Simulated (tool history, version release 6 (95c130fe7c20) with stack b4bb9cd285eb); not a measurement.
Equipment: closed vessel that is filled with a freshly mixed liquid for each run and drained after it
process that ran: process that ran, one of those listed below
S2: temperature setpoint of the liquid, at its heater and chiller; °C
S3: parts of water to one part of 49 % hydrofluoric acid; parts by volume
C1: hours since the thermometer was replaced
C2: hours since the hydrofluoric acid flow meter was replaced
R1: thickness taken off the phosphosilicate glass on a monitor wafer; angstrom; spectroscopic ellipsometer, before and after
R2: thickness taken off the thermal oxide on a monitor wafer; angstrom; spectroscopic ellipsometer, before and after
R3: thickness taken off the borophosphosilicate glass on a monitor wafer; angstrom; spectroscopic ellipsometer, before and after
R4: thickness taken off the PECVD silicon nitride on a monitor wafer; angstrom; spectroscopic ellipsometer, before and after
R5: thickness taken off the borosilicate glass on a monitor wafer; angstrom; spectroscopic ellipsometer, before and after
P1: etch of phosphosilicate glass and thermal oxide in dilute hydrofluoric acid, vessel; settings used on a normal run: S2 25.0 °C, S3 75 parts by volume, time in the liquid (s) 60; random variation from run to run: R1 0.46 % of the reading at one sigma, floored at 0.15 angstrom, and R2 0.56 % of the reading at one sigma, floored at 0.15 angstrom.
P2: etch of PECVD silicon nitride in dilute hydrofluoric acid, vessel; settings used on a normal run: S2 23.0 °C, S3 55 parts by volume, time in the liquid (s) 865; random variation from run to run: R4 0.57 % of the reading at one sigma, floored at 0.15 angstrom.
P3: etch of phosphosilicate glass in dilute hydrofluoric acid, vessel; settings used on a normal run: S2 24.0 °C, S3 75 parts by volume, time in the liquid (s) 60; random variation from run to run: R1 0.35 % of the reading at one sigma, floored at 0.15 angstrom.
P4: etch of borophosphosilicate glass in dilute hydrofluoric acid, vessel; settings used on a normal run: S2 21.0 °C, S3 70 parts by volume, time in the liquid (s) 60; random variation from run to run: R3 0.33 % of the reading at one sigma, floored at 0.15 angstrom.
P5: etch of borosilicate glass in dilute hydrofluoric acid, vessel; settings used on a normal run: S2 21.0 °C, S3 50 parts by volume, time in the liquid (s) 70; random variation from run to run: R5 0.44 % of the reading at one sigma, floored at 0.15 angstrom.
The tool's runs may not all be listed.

Run 1, hour 11.4: process that ran P1, S2 25.0 °C, S3 75 parts by volume, time in the liquid (s) 60; C1 934.7; C2 897.2. Result: R1 533.32 angstrom, R2 38.195 angstrom.
Run 2, hour 20.5: process that ran P4, S2 21.0 °C, S3 95 parts by volume, time in the liquid (s) 60; C1 943.8; C2 906.3. Result: R3 206.12 angstrom.
Run 3, hour 26.6: process that ran P1, S2 31.0 °C, S3 75 parts by volume, time in the liquid (s) 60; C1 949.9; C2 912.4. Result: R1 677.88 angstrom, R2 47.644 angstrom.
Run 4, hour 36.5: process that ran P1, S2 25.0 °C, S3 75 parts by volume, time in the liquid (s) 100; C1 959.8; C2 922.3. Result: R1 898.95 angstrom, R2 63.115 angstrom.
Run 5, hour 46.6: process that ran P2, S2 23.0 °C, S3 100 parts by volume, time in the liquid (s) 865; C1 969.9; C2 932.4. Result: R4 183.80 angstrom.
Run 6, hour 58.2: process that ran P2, S2 23.0 °C, S3 55 parts by volume, time in the liquid (s) 1530; C1 981.5; C2 944.0. Result: R4 586.03 angstrom.
Run 7, hour 66.8: process that ran P1, S2 18.0 °C, S3 75 parts by volume, time in the liquid (s) 60; C1 990.1; C2 952.6. Result: R1 400.72 angstrom, R2 28.516 angstrom.
Run 8, hour 74.1: process that ran P3, S2 24.0 °C, S3 75 parts by volume, time in the liquid (s) 60; C1 997.4; C2 959.9. Result: R1 729.17 angstrom.
Run 9, hour 80.4: process that ran P4, S2 21.0 °C, S3 70 parts by volume, time in the liquid (s) 60; C1 1003.7; C2 966.2. Result: R3 288.24 angstrom.
Run 10, hour 89.5: process that ran P1, S2 25.0 °C, S3 75 parts by volume, time in the liquid (s) 60; C1 1012.8; C2 975.3. Result: R1 531.94 angstrom, R2 38.028 angstrom.
Run 11, hour 101.6: process that ran P3, S2 17.0 °C, S3 75 parts by volume, time in the liquid (s) 60; C1 1024.9; C2 987.4. Result: R1 544.10 angstrom.
Run 12, hour 111.3: process that ran P1, S2 21.5 °C, S3 20 parts by volume, time in the liquid (s) 60; C1 1034.6; C2 997.1. Result: R1 1865.80 angstrom, R2 130.610 angstrom.
Run 13, hour 123.0: process that ran P5, S2 21.0 °C, S3 50 parts by volume, time in the liquid (s) 40; C1 1046.3; C2 1008.8. Result: R5 186.98 angstrom.
Run 14, hour 134.7: process that ran P4, S2 21.0 °C, S3 70 parts by volume, time in the liquid (s) 100; C1 1058.0; C2 1020.5. Result: R3 481.00 angstrom.
Run 15, hour 142.4: process that ran P2, S2 18.5 °C, S3 55 parts by volume, time in the liquid (s) 865; C1 1065.7; C2 1028.2. Result: R4 240.91 angstrom.
Run 16, hour 149.3: process that ran P4, S2 17.0 °C, S3 70 parts by volume, time in the liquid (s) 60; C1 1072.6; C2 1035.1. Result: R3 243.86 angstrom.
Run 17, hour 155.4: process that ran P1, S2 25.0 °C, S3 75 parts by volume, time in the liquid (s) 60; C1 1078.7; C2 1041.2. Result: R1 538.43 angstrom, R2 37.651 angstrom.
Run 18, hour 163.2: process that ran P3, S2 24.0 °C, S3 125 parts by volume, time in the liquid (s) 60; C1 1086.5; C2 1049.0. Result: R1 412.09 angstrom.
Run 19, hour 171.1: process that ran P1, S2 25.0 °C, S3 75 parts by volume, time in the liquid (s) 60; C1 1094.4; C2 1056.9. Result: R1 537.81 angstrom, R2 37.864 angstrom.
Run 20, hour 177.6: process that ran P4, S2 21.0 °C, S3 70 parts by volume, time in the liquid (s) 60; C1 1100.9; C2 1063.4. Result: R3 289.03 angstrom.
Run 21, hour 190.3: process that ran P5, S2 21.0 °C, S3 20 parts by volume, time in the liquid (s) 70; C1 1113.6; C2 1076.1. Result: R5 851.06 angstrom.
Run 22, hour 197.1: process that ran P1, S2 25.0 °C, S3 75 parts by volume, time in the liquid (s) 30; C1 1120.4; C2 1082.9. Result: R1 270.12 angstrom, R2 18.776 angstrom.
Run 23, hour 208.8: process that ran P5, S2 21.0 °C, S3 50 parts by volume, time in the liquid (s) 70; C1 1132.1; C2 1094.6. Result: R5 324.65 angstrom.
Run 24, hour 216.3: process that ran P2, S2 23.0 °C, S3 55 parts by volume, time in the liquid (s) 865; C1 1139.6; C2 1102.1. Result: R4 326.64 angstrom.
Run 25, hour 226.3: process that ran P2, S2 23.0 °C, S3 55 parts by volume, time in the liquid (s) 865; C1 1149.6; C2 1112.1. Result: R4 328.13 angstrom.
Run 26, hour 232.5: process that ran P5, S2 17.0 °C, S3 50 parts by volume, time in the liquid (s) 70; C1 1155.8; C2 1118.3. Result: R5 274.50 angstrom.
Run 27, hour 245.1: process that ran P1, S2 25.0 °C, S3 75 parts by volume, time in the liquid (s) 60; C1 1168.4; C2 1130.9. Result: R1 535.17 angstrom, R2 37.768 angstrom.
Run 28, hour 257.7: process that ran P3, S2 24.0 °C, S3 75 parts by volume, time in the liquid (s) 30; C1 1181.0; C2 1143.5. Result: R1 363.96 angstrom.
Run 29, hour 265.9: process that ran P1, S2 25.0 °C, S3 140 parts by volume, time in the liquid (s) 60; C1 1189.2; C2 1151.7. Result: R1 265.49 angstrom, R2 18.879 angstrom.
Run 30, hour 276.5: process that ran P1, S2 25.0 °C, S3 30 parts by volume, time in the liquid (s) 60; C1 1199.8; C2 1162.3. Result: R1 1418.90 angstrom, R2 101.130 angstrom.
Run 31, hour 289.2: process that ran P1, S2 25.0 °C, S3 75 parts by volume, time in the liquid (s) 60; C1 1212.5; C2 1175.0. Result: R1 538.78 angstrom, R2 37.716 angstrom.
Run 32, hour 298.9: process that ran P1, S2 25.0 °C, S3 75 parts by volume, time in the liquid (s) 60; C1 1222.2; C2 1184.7. Result: R1 551.95 angstrom, R2 38.825 angstrom.
Run 33, hour 304.8: process that ran P1, S2 25.0 °C, S3 75 parts by volume, time in the liquid (s) 60; C1 1228.1; C2 1190.6. Result: R1 560.10 angstrom, R2 39.460 angstrom.
Run 34, hour 314.9: process that ran P1, S2 25.0 °C, S3 75 parts by volume, time in the liquid (s) 60; C1 1238.2; C2 1200.7. Result: R1 570.28 angstrom, R2 39.856 angstrom.
Run 35, hour 326.0: process that ran P1, S2 25.0 °C, S3 75 parts by volume, time in the liquid (s) 60; C1 1249.3; C2 1211.8. Result: R1 580.02 angstrom, R2 40.197 angstrom.
Run 36, hour 336.3: process that ran P1, S2 25.0 °C, S3 75 parts by volume, time in the liquid (s) 60; C1 1259.6; C2 1222.1. Result: R1 584.25 angstrom, R2 41.416 angstrom.
Run 37, hour 344.7: process that ran P1, S2 25.0 °C, S3 75 parts by volume, time in the liquid (s) 60; C1 1268.0; C2 1230.5. Result: R1 588.51 angstrom, R2 41.101 angstrom.
Run 38, hour 352.3: process that ran P1, S2 25.0 °C, S3 75 parts by volume, time in the liquid (s) 60; C1 1275.6; C2 1238.1. Result: R1 592.91 angstrom, R2 41.515 angstrom.
Run 39, hour 359.8: process that ran P1, S2 25.0 °C, S3 75 parts by volume, time in the liquid (s) 60; C1 1283.1; C2 1245.6. Result: R1 586.94 angstrom, R2 41.309 angstrom.
Run 40, hour 371.1: process that ran P1, S2 25.0 °C, S3 75 parts by volume, time in the liquid (s) 60; C1 1294.4; C2 1256.9. Result: R1 588.95 angstrom, R2 41.534 angstrom.
Run 41, hour 380.5: process that ran P1, S2 25.0 °C, S3 75 parts by volume, time in the liquid (s) 60; C1 1303.8; C2 1266.3. Result: R1 594.48 angstrom, R2 41.702 angstrom.

P1 no longer gives what it gave before; its output has crept away from where it was. The following 2 causes, each at its listed size, fit the log equally well:
A: hydrofluoric acid flow above the setpoint (%) = 8.92
B: liquid hotter than its thermometer reads (K) = 2.37
The gradual shift began around hour 289.2.

Of the 4 check runs listed below, each run on one wafer and each result written as a question mark, which would let you distinguish the listed causes because they would give clearly different results?
Run check 1, hour 389.9: process that ran P2, S2 23.0 °C, S3 55 parts by volume, time in the liquid (s) 865. Result: R4 ?.
Run check 2, hour 389.9: process that ran P5, S2 21.0 °C, S3 50 parts by volume, time in the liquid (s) 70. Result: R5 ?.
Run check 3, hour 389.9: process that ran P3, S2 24.0 °C, S3 75 parts by volume, time in the liquid (s) 60. Result: R1 ?.
Run check 4, hour 389.9: process that ran P4, S2 21.0 °C, S3 70 parts by volume, time in the liquid (s) 60. Result: R3 ?.

Expected result of each check under each candidate cause:
  check  result    if A    if B
check 1      R4  356.88  384.96
check 2      R5  357.10  360.17
check 3      R1  800.01  801.14
check 4      R3  316.57  318.22
Gap, in per cent, between the two causes that each check separates least, read from the result that separates them most: check 1 7.57 %; check 2 0.86 %; check 3 0.14 %; check 4 0.52 %
Check 1 distinguishes between the causes, while the remaining checks would return nearly the same result for all of them.

Here is what check 1 returned: R4 357.30 angstrom. Which cause is it?

Of the candidate causes, it is A: hydrofluoric acid flow above the setpoint (%).
